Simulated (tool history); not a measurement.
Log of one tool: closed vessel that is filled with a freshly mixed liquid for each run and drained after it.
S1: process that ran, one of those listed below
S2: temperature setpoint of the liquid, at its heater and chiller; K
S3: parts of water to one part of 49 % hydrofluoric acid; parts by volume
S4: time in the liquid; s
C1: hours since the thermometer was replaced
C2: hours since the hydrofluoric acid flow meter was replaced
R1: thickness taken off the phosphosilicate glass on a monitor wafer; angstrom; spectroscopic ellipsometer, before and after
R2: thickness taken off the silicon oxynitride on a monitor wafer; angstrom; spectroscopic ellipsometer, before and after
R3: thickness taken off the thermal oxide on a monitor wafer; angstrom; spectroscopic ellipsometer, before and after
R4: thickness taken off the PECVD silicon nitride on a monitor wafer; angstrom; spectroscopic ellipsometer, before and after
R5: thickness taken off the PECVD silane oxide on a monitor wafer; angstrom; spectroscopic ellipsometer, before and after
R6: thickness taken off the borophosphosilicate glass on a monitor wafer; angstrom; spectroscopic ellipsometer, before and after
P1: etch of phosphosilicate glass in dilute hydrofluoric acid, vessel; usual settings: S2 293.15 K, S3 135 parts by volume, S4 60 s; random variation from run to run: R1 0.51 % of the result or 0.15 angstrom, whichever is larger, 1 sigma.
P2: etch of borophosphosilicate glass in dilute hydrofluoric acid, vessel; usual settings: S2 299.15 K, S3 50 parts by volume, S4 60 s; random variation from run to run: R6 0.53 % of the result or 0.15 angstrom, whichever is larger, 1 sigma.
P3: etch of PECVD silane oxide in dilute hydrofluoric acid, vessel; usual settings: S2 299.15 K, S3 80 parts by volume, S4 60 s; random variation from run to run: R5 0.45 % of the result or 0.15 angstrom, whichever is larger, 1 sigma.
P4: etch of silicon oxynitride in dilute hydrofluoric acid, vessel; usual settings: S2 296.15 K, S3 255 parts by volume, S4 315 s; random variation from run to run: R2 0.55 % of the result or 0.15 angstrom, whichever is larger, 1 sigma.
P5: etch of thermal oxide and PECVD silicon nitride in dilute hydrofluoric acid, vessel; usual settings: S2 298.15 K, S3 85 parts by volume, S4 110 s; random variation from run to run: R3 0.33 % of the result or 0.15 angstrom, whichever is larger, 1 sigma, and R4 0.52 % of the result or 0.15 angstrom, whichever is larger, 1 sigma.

| run | hour | S1 | S2 | S3 | S4 | C1 | C2 | R1 | R2 | R3 | R4 | R5 | R6 |
|---|---|---|---|---|---|---|---|---|---|---|---|---|---|
| 1 | 8.7 | P1 | 293.15 | 135 | 60 | 953.2 | 541.7 | 727.55 |  |  |  |  |  |
| 2 | 22.3 | P1 | 298.15 | 135 | 60 | 966.8 | 555.3 | 877.50 |  |  |  |  |  |
| 3 | 37.6 | P1 | 290.15 | 135 | 115 | 982.1 | 570.6 | 1227.10 |  |  |  |  |  |
| 4 | 48.4 | P1 | 293.15 | 135 | 60 | 992.9 | 581.4 | 726.65 |  |  |  |  |  |
| 5 | 61.0 | P4 | 296.15 | 140 | 315 | 1005.5 | 594.0 |  | 80.654 |  |  |  |  |
| 6 | 70.6 | P1 | 301.15 | 135 | 100 | 1015.1 | 603.6 | 1634.90 |  |  |  |  |  |
| 7 | 87.2 | P5 | 298.15 | 85 | 200 | 1031.7 | 620.2 |  |  | 118.120 | 70.764 |  |  |
| 8 | 103.4 | P3 | 299.15 | 80 | 30 | 1047.9 | 636.4 |  |  |  |  | 138.39 |  |
| 9 | 119.4 | P1 | 293.15 | 135 | 60 | 1063.9 | 652.4 | 721.86 |  |  |  |  |  |
| 10 | 134.4 | P2 | 299.15 | 50 | 60 | 1078.9 | 667.4 |  |  |  |  |  | 374.69 |
| 11 | 147.5 | P2 | 304.65 | 50 | 60 | 1092.0 | 680.5 |  |  |  |  |  | 465.44 |
| 12 | 162.0 | P1 | 293.15 | 135 | 30 | 1106.5 | 695.0 | 364.21 |  |  |  |  |  |
| 13 | 173.0 | P2 | 299.15 | 50 | 30 | 1117.5 | 706.0 |  |  |  |  |  | 189.47 |
| 14 | 185.0 | P1 | 293.15 | 135 | 90 | 1129.5 | 718.0 | 1087.10 |  |  |  |  |  |
| 15 | 201.4 | P1 | 293.15 | 135 | 60 | 1145.9 | 734.4 | 722.55 |  |  |  |  |  |
| 16 | 213.0 | P5 | 298.15 | 85 | 110 | 1157.5 | 746.0 |  |  | 64.704 | 39.497 |  |  |
| 17 | 226.2 | P5 | 292.15 | 85 | 110 | 1170.7 | 759.2 |  |  | 50.676 | 26.128 |  |  |
| 18 | 234.6 | P1 | 293.15 | 135 | 60 | 1179.1 | 767.6 | 720.85 |  |  |  |  |  |
| 19 | 245.6 | P1 | 293.15 | 135 | 60 | 1190.1 | 778.6 | 728.17 |  |  |  |  |  |
| 20 | 257.0 | P3 | 299.15 | 80 | 60 | 1201.5 | 790.0 |  |  |  |  | 277.49 |  |
| 21 | 266.7 | P4 | 296.15 | 255 | 315 | 1211.2 | 799.7 |  | 40.596 |  |  |  |  |
| 22 | 283.6 | P3 | 299.15 | 50 | 60 | 1228.1 | 816.6 |  |  |  |  | 460.40 |  |
| 23 | 296.4 | P2 | 299.15 | 50 | 60 | 1240.9 | 829.4 |  |  |  |  |  | 373.60 |
| 24 | 308.3 | P1 | 290.15 | 135 | 60 | 1252.8 | 841.3 | 643.52 |  |  |  |  |  |
| 25 | 323.6 | P4 | 292.15 | 255 | 315 | 1268.1 | 856.6 |  | 33.738 |  |  |  |  |
| 26 | 338.3 | P5 | 298.15 | 55 | 110 | 1282.8 | 871.3 |  |  | 104.590 | 60.337 |  |  |
| 27 | 349.3 | P1 | 290.15 | 70 | 60 | 1293.8 | 882.3 | 1316.40 |  |  |  |  |  |
| 28 | 357.6 | P2 | 299.15 | 85 | 60 | 1302.1 | 890.6 |  |  |  |  |  | 212.26 |
| 29 | 373.0 | P3 | 303.65 | 80 | 60 | 1317.5 | 906.0 |  |  |  |  | 329.41 |  |
| 30 | 384.6 | P1 | 293.15 | 80 | 60 | 1329.1 | 917.6 | 1306.10 |  |  |  |  |  |
| 31 | 399.3 | P4 | 296.15 | 255 | 605 | 1343.8 | 932.3 |  | 77.746 |  |  |  |  |
| 32 | 416.2 | P1 | 293.15 | 195 | 60 | 1360.7 | 949.2 | 472.62 |  |  |  |  |  |
| 33 | 424.1 | P1 | 293.15 | 135 | 60 | 1368.6 | 957.1 | 725.11 |  |  |  |  |  |
| 34 | 436.6 | P1 | 293.15 | 135 | 60 | 1381.1 | 969.6 | 703.40 |  |  |  |  |  |
| 35 | 449.4 | P1 | 293.15 | 135 | 60 | 1393.9 | 982.4 | 694.68 |  |  |  |  |  |
| 36 | 463.6 | P1 | 293.15 | 135 | 60 | 1408.1 | 996.6 | 676.23 |  |  |  |  |  |
| 37 | 474.2 | P1 | 293.15 | 135 | 60 | 1418.7 | 1007.2 | 672.93 |  |  |  |  |  |
| 38 | 487.8 | P1 | 293.15 | 135 | 60 | 1432.3 | 1020.8 | 668.97 |  |  |  |  |  |
| 39 | 500.6 | P1 | 293.15 | 135 | 60 | 1445.1 | 1033.6 | 664.26 |  |  |  |  |  |
| 40 | 508.2 | P1 | 293.15 | 135 | 60 | 1452.7 | 1041.2 | 664.81 |  |  |  |  |  |
| 41 | 518.3 | P1 | 293.15 | 135 | 60 | 1462.8 | 1051.3 | 667.79 |  |  |  |  |  |
| 42 | 529.2 | P1 | 293.15 | 135 | 60 | 1473.7 | 1062.2 | 668.54 |  |  |  |  |  |
| 43 | 541.9 | P1 | 293.15 | 135 | 60 | 1486.4 | 1074.9 | 670.02 |  |  |  |  |  |

What P1 gives has crept away from where it was. These 2 causes fit the log equally well, each at the size given:
A: hydrofluoric acid flow below the setpoint (%) = 7.07
B: liquid colder than its thermometer reads (K) = 2.08
The creep began at about hour 424.1.

4 check runs are offered, one wafer each, their results left as question marks. Which one tells the causes apart?
| check 1 | 554.6 | P5 | 298.15 | 85 | 110 |  |  |  |  | ? | ? |  |  |
| check 2 | 554.6 | P4 | 296.15 | 255 | 315 |  |  |  | ? |  |  |  |  |
| check 3 | 554.6 | P3 | 299.15 | 80 | 60 |  |  |  |  |  |  | ? |  |
| check 4 | 554.6 | P2 | 299.15 | 50 | 60 |  |  |  |  |  |  |  | ? |

What each check would give under each cause:
| check | result | if A | if B |
|---|---|---|---|
| check 1 | R3 | 59.750 | 59.649 |
| check 1 | R4 | 36.457 | 34.145 |
| check 2 | R2 | 37.190 | 36.982 |
| check 3 | R5 | 254.66 | 254.28 |
| check 4 | R6 | 346.91 | 344.69 |
How far apart the two closest causes lie, in the result that separates them most: check 1 6.55 %; check 2 0.56 %; check 3 0.15 %; check 4 0.64 %
Only check 1 tells the causes apart: in the others they would give nearly the same result.

Then check 1 was run and gave: R3 59.836 angstrom; R4 34.581 angstrom. Which cause is it?

It is B: liquid colder than its thermometer reads (K).
